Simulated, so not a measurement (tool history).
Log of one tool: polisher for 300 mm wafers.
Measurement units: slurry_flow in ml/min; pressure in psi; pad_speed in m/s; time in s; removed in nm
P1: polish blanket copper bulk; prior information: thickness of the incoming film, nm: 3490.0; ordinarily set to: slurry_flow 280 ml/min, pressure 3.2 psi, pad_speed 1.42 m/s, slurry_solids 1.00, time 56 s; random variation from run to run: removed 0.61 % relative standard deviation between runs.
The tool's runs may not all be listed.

| run | day | slurry_flow | pressure | pad_speed | slurry_solids | time | wafers polished on this pad | hours since the slurry nozzle was cleaned | hours since the head pressure was calibrated | hours since the slurry blender was calibrated | removed |
|---|---|---|---|---|---|---|---|---|---|---|---|
| 1 | 0.338 | 280 | 3.2 | 1.42 | 1.00 | 56 | 209 | 217.8 | 823.6 | 281.4 | 709.61 |
| 2 | 0.742 | 385 | 3.2 | 1.42 | 1.00 | 80 | 317 | 227.5 | 833.3 | 291.1 | 1034.40 |
| 3 | 0.946 | 280 | 3.2 | 1.42 | 1.00 | 56 | 371 | 232.4 | 838.2 | 296.0 | 702.73 |
| 4 | 1.283 | 410 | 3.2 | 1.42 | 1.00 | 56 | 461 | 240.5 | 846.3 | 304.1 | 733.39 |
| 5 | 1.521 | 280 | 3.2 | 1.42 | 1.00 | 25 | 524 | 246.2 | 852.0 | 309.8 | 318.24 |
| 6 | 1.875 | 280 | 3.2 | 1.42 | 1.00 | 88 | 619 | 254.7 | 860.5 | 318.3 | 1117.60 |
| 7 | 2.221 | 370 | 3.2 | 1.42 | 0.65 | 56 | 711 | 263.0 | 868.8 | 326.6 | 664.71 |
| 8 | 2.504 | 280 | 3.2 | 1.42 | 1.00 | 56 | 786 | 269.8 | 875.6 | 333.4 | 697.28 |
| 9 | 2.750 | 280 | 3.2 | 1.42 | 1.00 | 56 | 852 | 275.7 | 881.5 | 339.3 | 702.90 |
| 10 | 3.071 | 280 | 3.2 | 1.42 | 1.00 | 56 | 937 | 283.4 | 889.2 | 347.0 | 707.12 |
| 11 | 3.267 | 280 | 3.2 | 2.18 | 1.00 | 56 | 989 | 288.1 | 893.9 | 351.7 | 1092.70 |
| 12 | 3.458 | 280 | 3.2 | 0.64 | 1.00 | 56 | 1041 | 292.7 | 898.5 | 356.3 | 319.60 |
| 13 | 3.725 | 280 | 3.2 | 1.42 | 1.40 | 56 | 1112 | 299.1 | 904.9 | 362.7 | 763.65 |
| 14 | 4.079 | 280 | 3.2 | 1.42 | 1.00 | 56 | 1206 | 307.6 | 913.4 | 371.2 | 714.28 |
| 15 | 4.458 | 280 | 4.9 | 1.42 | 1.00 | 56 | 1307 | 316.7 | 922.5 | 380.3 | 1076.10 |
| 16 | 4.721 | 280 | 3.2 | 1.42 | 1.00 | 56 | 1377 | 323.0 | 928.8 | 386.6 | 715.14 |
| 17 | 5.096 | 280 | 1.8 | 1.42 | 1.00 | 56 | 1477 | 332.0 | 937.8 | 395.6 | 398.94 |
|  | 5.221 | slurry nozzle cleaned |
| 18 | 5.283 | 170 | 3.2 | 1.42 | 1.00 | 56 | 1527 | 1.5 | 942.3 | 400.1 | 662.83 |
| 19 | 5.638 | 280 | 3.2 | 1.42 | 0.55 | 56 | 1621 | 10.0 | 950.8 | 408.6 | 625.25 |
| 20 | 6.025 | 280 | 3.2 | 1.42 | 1.00 | 56 | 1724 | 19.3 | 960.1 | 417.9 | 704.07 |
| 21 | 6.308 | 280 | 3.2 | 1.42 | 1.00 | 56 | 1800 | 26.1 | 966.9 | 424.7 | 694.11 |
| 22 | 6.588 | 280 | 3.2 | 1.42 | 1.00 | 56 | 1874 | 32.8 | 973.6 | 431.4 | 683.19 |
| 23 | 6.779 | 280 | 3.2 | 1.42 | 1.00 | 56 | 1925 | 37.4 | 978.2 | 436.0 | 683.18 |
| 24 | 7.046 | 280 | 3.2 | 1.42 | 1.00 | 56 | 1996 | 43.8 | 984.6 | 442.4 | 679.37 |
|  | 7.304 | slurry blender recalibrated |
| 25 | 7.442 | 280 | 3.2 | 1.42 | 1.00 | 56 | 2102 | 53.3 | 994.1 | 3.4 | 667.87 |
| 26 | 7.808 | 280 | 3.2 | 1.42 | 1.00 | 56 | 2200 | 62.1 | 1002.9 | 12.2 | 674.20 |
|  | 7.917 | worn pad replaced by a new one |
| 27 | 8.212 | 280 | 3.2 | 1.42 | 1.00 | 56 | 79 | 71.8 | 1012.6 | 21.9 | 667.74 |
| 28 | 8.583 | 280 | 3.2 | 1.42 | 1.00 | 56 | 178 | 80.7 | 1021.5 | 30.8 | 671.94 |

What P1 gives has crept away from where it was. These 2 causes fit the log equally well, each at the size given:
A: head's pressure below its setpoint, % = 5.18
B: slurry flow missing at the pad, % = 35.9
The process output started creeping at around day 6.025.
What rules out each remaining cause:
removal rate lost through wear of the pad, %: was serviced at day 7.917, once the creep was under way, yet the earlier output never came back
abrasive missing from the slurry, %: was serviced at day 7.304, once the creep was under way, yet the earlier output never came back

4 check runs are offered, each on 2 wafers whose results are averaged, their results left as question marks. Which one tells the causes apart?
| check 1 | 8.954 | 280 | 3.2 | 1.42 | 0.65 | 56 |  |  |  |  | ? |
| check 2 | 8.954 | 280 | 3.2 | 1.42 | 1.35 | 56 |  |  |  |  | ? |
| check 3 | 8.954 | 170 | 2.1 | 1.42 | 1.00 | 56 |  |  |  |  | ? |
| check 4 | 8.954 | 280 | 3.2 | 1.84 | 1.00 | 87 |  |  |  |  | ? |

Predicted outcomes, by check and by cause:
| check | result | if A | if B |
|---|---|---|---|
| check 1 | removed | 613.59 | 613.61 |
| check 2 | removed | 716.72 | 716.74 |
| check 3 | removed | 414.35 | 401.57 |
| check 4 | removed | 1351.40 | 1351.40 |
Separation of the two closest causes in each check, using whichever result separates them best: check 1 0 %; check 2 0 %; check 3 3.13 %; check 4 0 %
Only in check 3 would the causes give clearly different results; in the remaining checks their results would be nearly the same.

Then check 3 was run and gave: removed 415.29 nm. Which cause is it?

The cause is A: head's pressure below its setpoint, %.
